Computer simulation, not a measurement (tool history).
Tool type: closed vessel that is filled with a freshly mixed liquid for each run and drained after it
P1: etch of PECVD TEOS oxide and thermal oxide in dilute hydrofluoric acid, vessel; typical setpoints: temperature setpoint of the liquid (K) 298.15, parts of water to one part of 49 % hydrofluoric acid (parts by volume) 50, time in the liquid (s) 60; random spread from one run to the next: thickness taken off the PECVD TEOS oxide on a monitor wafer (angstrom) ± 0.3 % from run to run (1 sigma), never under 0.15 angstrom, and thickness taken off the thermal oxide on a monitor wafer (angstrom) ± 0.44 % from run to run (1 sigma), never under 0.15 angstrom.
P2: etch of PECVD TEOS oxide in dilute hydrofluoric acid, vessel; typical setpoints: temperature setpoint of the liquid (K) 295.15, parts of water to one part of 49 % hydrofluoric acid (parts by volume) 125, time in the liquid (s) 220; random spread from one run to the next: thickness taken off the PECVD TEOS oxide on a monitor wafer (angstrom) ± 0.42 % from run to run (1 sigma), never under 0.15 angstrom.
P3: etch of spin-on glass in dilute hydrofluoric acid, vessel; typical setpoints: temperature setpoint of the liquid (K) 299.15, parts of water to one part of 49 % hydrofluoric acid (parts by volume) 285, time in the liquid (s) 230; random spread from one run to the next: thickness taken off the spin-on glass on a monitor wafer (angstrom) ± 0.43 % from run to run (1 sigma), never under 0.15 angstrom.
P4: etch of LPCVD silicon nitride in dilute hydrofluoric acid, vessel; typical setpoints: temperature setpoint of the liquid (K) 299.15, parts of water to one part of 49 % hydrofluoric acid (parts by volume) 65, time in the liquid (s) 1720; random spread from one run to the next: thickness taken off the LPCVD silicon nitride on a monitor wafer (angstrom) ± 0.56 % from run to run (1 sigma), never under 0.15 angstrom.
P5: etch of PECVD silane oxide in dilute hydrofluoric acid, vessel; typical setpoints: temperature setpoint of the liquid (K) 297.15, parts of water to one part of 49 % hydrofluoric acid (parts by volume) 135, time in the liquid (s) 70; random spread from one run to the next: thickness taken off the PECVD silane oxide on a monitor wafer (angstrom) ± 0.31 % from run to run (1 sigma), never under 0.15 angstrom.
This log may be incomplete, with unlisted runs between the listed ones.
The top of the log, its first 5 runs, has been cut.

run,hour,process that ran,temperature setpoint of the liquid (K),parts of water to one part of 49 % hydrofluoric acid (parts by volume),time in the liquid (s),hours since the thermometer was replaced,hours since the hydrofluoric acid flow meter was replaced,thickness taken off the PECVD TEOS oxide on a monitor wafer (angstrom),thickness taken off the thermal oxide on a monitor wafer (angstrom),thickness taken off the LPCVD silicon nitride on a monitor wafer (angstrom),thickness taken off the PECVD silane oxide on a monitor wafer (angstrom),thickness taken off the spin-on glass on a monitor wafer (angstrom)
6,19,P1,298.15,70,30,1232.2,1128.6,106.07,21.591,,,
7,23.1,P3,299.15,55,230,1236.3,1132.7,,,,,2020.8
8,26,P2,290.15,125,220,1239.2,1135.6,148.27,,,,
9,27.9,P4,299.15,20,1720,1241.1,1137.5,,,483.61,,
10,30.4,P1,298.15,50,60,1243.6,1140,305.36,61.181,,,
11,33.2,P2,295.15,125,90,1246.4,1142.8,73.408,,,,
12,36.4,P3,299.15,285,230,1249.6,1146,,,,,295.77
13,40.3,P4,299.15,65,1720,1253.5,1149.9,,,152.16,,
14,44.4,P1,295.15,20,60,1257.6,1154,703.91,140.55,,,
15,48.8,P2,295.15,60,220,1262,1158.4,404.02,,,,
16,52.2,P3,299.15,285,75,1265.4,1161.8,,,,,96.308
17,56.2,P1,298.15,50,30,1269.4,1165.8,152.45,30.584,,,
18,59.3,P2,295.15,125,220,1272.5,1168.9,179.91,,,,
19,61.6,P5,292.15,135,70,1274.8,1171.2,,,,91.094,
20,65.8,P1,298.15,50,115,1279,1175.4,585.93,117.42,,,
21,68.4,P1,306.15,50,60,1281.6,1178,419,84.423,,,
22,71.4,P4,299.15,65,150,1284.6,1181,,,13.226,,
23,75.7,P1,298.15,90,60,1288.9,1185.3,160.46,32.311,,,
24,80.1,P3,299.15,285,230,1293.3,1189.7,,,,,295.63
25,83.6,P3,292.65,285,230,1296.8,1193.2,,,,,235.35
26,85.8,P1,298.15,30,60,1299,1195.4,522.27,106,,,
27,88.6,P5,297.15,70,70,1301.8,1198.2,,,,234.2,

Expected results for the next run?
28,92.3,P2,295.15,125,220,1305.5,1201.9,?,,,,

thickness taken off the PECVD TEOS oxide on a monitor wafer (angstrom): 179.34

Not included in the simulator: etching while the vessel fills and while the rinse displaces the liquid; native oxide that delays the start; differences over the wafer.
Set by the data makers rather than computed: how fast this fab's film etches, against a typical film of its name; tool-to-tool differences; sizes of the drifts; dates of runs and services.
